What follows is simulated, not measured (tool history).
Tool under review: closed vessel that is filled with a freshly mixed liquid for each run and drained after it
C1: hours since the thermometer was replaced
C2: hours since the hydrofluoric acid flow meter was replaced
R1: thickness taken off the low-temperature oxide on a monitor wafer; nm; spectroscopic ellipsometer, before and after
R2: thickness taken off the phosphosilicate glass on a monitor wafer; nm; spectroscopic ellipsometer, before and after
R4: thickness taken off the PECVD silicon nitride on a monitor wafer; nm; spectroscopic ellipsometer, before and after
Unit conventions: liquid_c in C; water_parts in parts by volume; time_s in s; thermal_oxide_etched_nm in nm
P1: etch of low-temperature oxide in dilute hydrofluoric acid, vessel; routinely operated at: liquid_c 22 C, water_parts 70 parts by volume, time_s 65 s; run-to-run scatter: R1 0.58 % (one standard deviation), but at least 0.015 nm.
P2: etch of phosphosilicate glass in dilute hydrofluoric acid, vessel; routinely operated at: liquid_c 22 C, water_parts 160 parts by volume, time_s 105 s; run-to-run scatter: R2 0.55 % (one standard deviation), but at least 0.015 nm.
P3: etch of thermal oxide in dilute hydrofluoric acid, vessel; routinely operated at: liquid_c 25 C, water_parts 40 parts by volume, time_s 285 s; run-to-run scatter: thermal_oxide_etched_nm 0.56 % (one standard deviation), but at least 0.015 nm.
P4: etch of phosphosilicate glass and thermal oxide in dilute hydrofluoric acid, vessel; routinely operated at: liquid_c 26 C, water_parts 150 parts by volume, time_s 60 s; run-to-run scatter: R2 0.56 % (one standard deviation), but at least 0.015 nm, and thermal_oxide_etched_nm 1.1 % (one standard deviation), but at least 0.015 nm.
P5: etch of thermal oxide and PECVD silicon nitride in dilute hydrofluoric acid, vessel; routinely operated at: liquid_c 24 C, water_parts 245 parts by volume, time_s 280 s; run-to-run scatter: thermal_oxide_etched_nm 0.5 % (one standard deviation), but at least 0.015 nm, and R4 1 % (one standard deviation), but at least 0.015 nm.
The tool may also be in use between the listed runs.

run 1 hour=17.4 | process=P1 liquid_c=22 water_parts=70 time_s=65 | C1=760.5 C2=1378.5 | R1=14.433
run 2 hour=30.4 | process=P2 liquid_c=17 water_parts=160 time_s=105 | C1=773.5 C2=1391.5 | R2=34.143
run 3 hour=43.7 | process=P1 liquid_c=18.5 water_parts=70 time_s=125 | C1=786.8 C2=1404.8 | R1=23.989
run 4 hour=55.8 | process=P5 liquid_c=24 water_parts=95 time_s=280 | C1=798.9 C2=1416.9 | thermal_oxide_etched_nm=13.641 R4=5.0083
run 5 hour=72.5 | process=P1 liquid_c=17 water_parts=115 time_s=65 | C1=815.6 C2=1433.6 | R1=6.7733
run 6 hour=82.1 | process=P5 liquid_c=24 water_parts=245 time_s=515 | C1=825.2 C2=1443.2 | thermal_oxide_etched_nm=8.2169 R4=3.6057
run 7 hour=97.5 | process=P1 liquid_c=22 water_parts=70 time_s=125 | C1=840.6 C2=1458.6 | R1=27.645
run 8 hour=106 | process=P3 liquid_c=30.5 water_parts=40 time_s=285 | C1=849.1 C2=1467.1 | thermal_oxide_etched_nm=48.747
run 9 hour=114.5 | process=P3 liquid_c=25 water_parts=40 time_s=285 | C1=857.6 C2=1475.6 | thermal_oxide_etched_nm=39.168
run 10 hour=123.8 | process=P1 liquid_c=22 water_parts=70 time_s=65 | C1=866.9 C2=1484.9 | R1=14.668
run 11 hour=134.3 | process=P2 liquid_c=22 water_parts=160 time_s=105 | C1=877.4 C2=1495.4 | R2=41.74
-- hour=135.3 hydrofluoric acid flow meter replaced
run 12 hour=143.8 | process=P2 liquid_c=22 water_parts=160 time_s=105 | C1=886.9 C2=8.6 | R2=41.867
run 13 hour=154.2 | process=P2 liquid_c=22 water_parts=160 time_s=30 | C1=897.3 C2=19 | R2=12.019
run 14 hour=166.8 | process=P2 liquid_c=22 water_parts=85 time_s=105 | C1=909.9 C2=31.6 | R2=85.412
run 15 hour=175.3 | process=P1 liquid_c=17 water_parts=70 time_s=65 | C1=918.4 C2=40.1 | R1=11.745
run 16 hour=186.8 | process=P1 liquid_c=22 water_parts=70 time_s=65 | C1=929.9 C2=51.6 | R1=14.398
run 17 hour=202.9 | process=P4 liquid_c=26 water_parts=150 time_s=60 | C1=946 C2=67.7 | R2=26.837 thermal_oxide_etched_nm=1.9026
run 18 hour=219.4 | process=P1 liquid_c=22 water_parts=30 time_s=65 | C1=962.5 C2=84.2 | R1=35.576
run 19 hour=229.8 | process=P5 liquid_c=17 water_parts=245 time_s=280 | C1=972.9 C2=94.6 | thermal_oxide_etched_nm=3.4597 R4=1.2837
run 20 hour=239.9 | process=P1 liquid_c=22 water_parts=70 time_s=65 | C1=983 C2=104.7 | R1=14.459
run 21 hour=249.3 | process=P1 liquid_c=22 water_parts=70 time_s=65 | C1=992.4 C2=114.1 | R1=14.521
run 22 hour=258.5 | process=P1 liquid_c=22 water_parts=70 time_s=65 | C1=1001.6 C2=123.3 | R1=14.505
run 23 hour=268.9 | process=P5 liquid_c=24 water_parts=245 time_s=280 | C1=1012 C2=133.7 | thermal_oxide_etched_nm=4.4751 R4=1.9765
run 24 hour=280.7 | process=P3 liquid_c=25 water_parts=25 time_s=285 | C1=1023.8 C2=145.5 | thermal_oxide_etched_nm=64.018
run 25 hour=289.4 | process=P1 liquid_c=27 water_parts=70 time_s=65 | C1=1032.5 C2=154.2 | R1=17.856
run 26 hour=297.9 | process=P1 liquid_c=22 water_parts=115 time_s=65 | C1=1041 C2=162.7 | R1=8.3275
run 27 hour=306.8 | process=P3 liquid_c=25 water_parts=40 time_s=570 | C1=1049.9 C2=171.6 | thermal_oxide_etched_nm=78.593
run 28 hour=315.4 | process=P4 liquid_c=26 water_parts=50 time_s=60 | C1=1058.5 C2=180.2 | R2=91.148 thermal_oxide_etched_nm=6.2971
run 29 hour=324.2 | process=P4 liquid_c=26 water_parts=150 time_s=30 | C1=1067.3 C2=189 | R2=13.474 thermal_oxide_etched_nm=0.92725
run 30 hour=332.2 | process=P3 liquid_c=25 water_parts=40 time_s=285 | C1=1075.3 C2=197 | thermal_oxide_etched_nm=39.166
run 31 hour=339.6 | process=P5 liquid_c=24 water_parts=245 time_s=280 | C1=1082.7 C2=204.4 | thermal_oxide_etched_nm=4.4487 R4=1.9957
run 32 hour=355.3 | process=P4 liquid_c=21.5 water_parts=150 time_s=60 | C1=1098.4 C2=220.1 | R2=22.738 thermal_oxide_etched_nm=1.5509
run 33 hour=371.2 | process=P1 liquid_c=22 water_parts=70 time_s=35 | C1=1114.3 C2=236 | R1=7.7188
run 34 hour=385.9 | process=P1 liquid_c=28 water_parts=100 time_s=65 | C1=1129 C2=250.7 | R1=12.285
run 35 hour=400.6 | process=P1 liquid_c=22 water_parts=70 time_s=65 | C1=1143.7 C2=265.4 | R1=14.535
run 36 hour=412.9 | process=P1 liquid_c=22 water_parts=70 time_s=65 | C1=1156 C2=277.7 | R1=14.105
run 37 hour=424.2 | process=P1 liquid_c=22 water_parts=70 time_s=65 | C1=1167.3 C2=289 | R1=13.728
run 38 hour=437.4 | process=P1 liquid_c=22 water_parts=70 time_s=65 | C1=1180.5 C2=302.2 | R1=13.734
run 39 hour=452.5 | process=P1 liquid_c=22 water_parts=70 time_s=65 | C1=1195.6 C2=317.3 | R1=13.614
run 40 hour=469.7 | process=P1 liquid_c=22 water_parts=70 time_s=65 | C1=1212.8 C2=334.5 | R1=13.533
run 41 hour=482.4 | process=P1 liquid_c=22 water_parts=70 time_s=65 | C1=1225.5 C2=347.2 | R1=13.504
run 42 hour=493.3 | process=P1 liquid_c=22 water_parts=70 time_s=65 | C1=1236.4 C2=358.1 | R1=13.502
run 43 hour=508.7 | process=P1 liquid_c=22 water_parts=70 time_s=65 | C1=1251.8 C2=373.5 | R1=13.407
run 44 hour=519.7 | process=P1 liquid_c=22 water_parts=70 time_s=65 | C1=1262.8 C2=384.5 | R1=13.316

The log shows P1 creeping away from where it was. Any of the 2 causes listed here, at the size stated for it, fits the log just as well as the others:
A: hydrofluoric acid flow below the setpoint (%) = 6.77
B: liquid colder than its thermometer reads (K) = 1.84
The drift started at roughly hour 400.6.

Which of the 4 check runs listed below, each an average over 3 wafers with its results shown as question marks, gives clearly different results under the different listed causes?
run check 1 hour=530.7 | process=P4 liquid_c=26 water_parts=105 time_s=30 | R2=? thermal_oxide_etched_nm=?
run check 2 hour=530.7 | process=P3 liquid_c=30.5 water_parts=40 time_s=285 | thermal_oxide_etched_nm=?
run check 3 hour=530.7 | process=P5 liquid_c=17 water_parts=245 time_s=435 | thermal_oxide_etched_nm=? R4=?
run check 4 hour=530.7 | process=P2 liquid_c=17 water_parts=160 time_s=105 | R2=?

Check results expected under each cause:
check=check_1 result=R2 if_A=18.673 if_B=18.82
check=check_1 result=thermal_oxide_etched_nm if_A=1.305 if_B=1.3153
check=check_2 result=thermal_oxide_etched_nm if_A=45.265 if_B=45.329
check=check_3 result=thermal_oxide_etched_nm if_A=4.908 if_B=4.9729
check=check_3 result=R4 if_A=1.8166 if_B=1.7165
check=check_4 result=R2 if_A=31.731 if_B=31.904
Minimum pairwise separation of causes per check, each pair taken at its best-separating result: check 1 0.78 %; check 2 0.14 %; check 3 5.67 %; check 4 0.55 %
Check 3 tells the causes apart: in the others they would give nearly the same result.

Check 3 has now been run. It gave: thermal_oxide_etched_nm 4.9465 nm; R4 1.7408 nm. Which of the candidate causes is it?

Of the candidate causes, it is B: liquid colder than its thermometer reads (K).
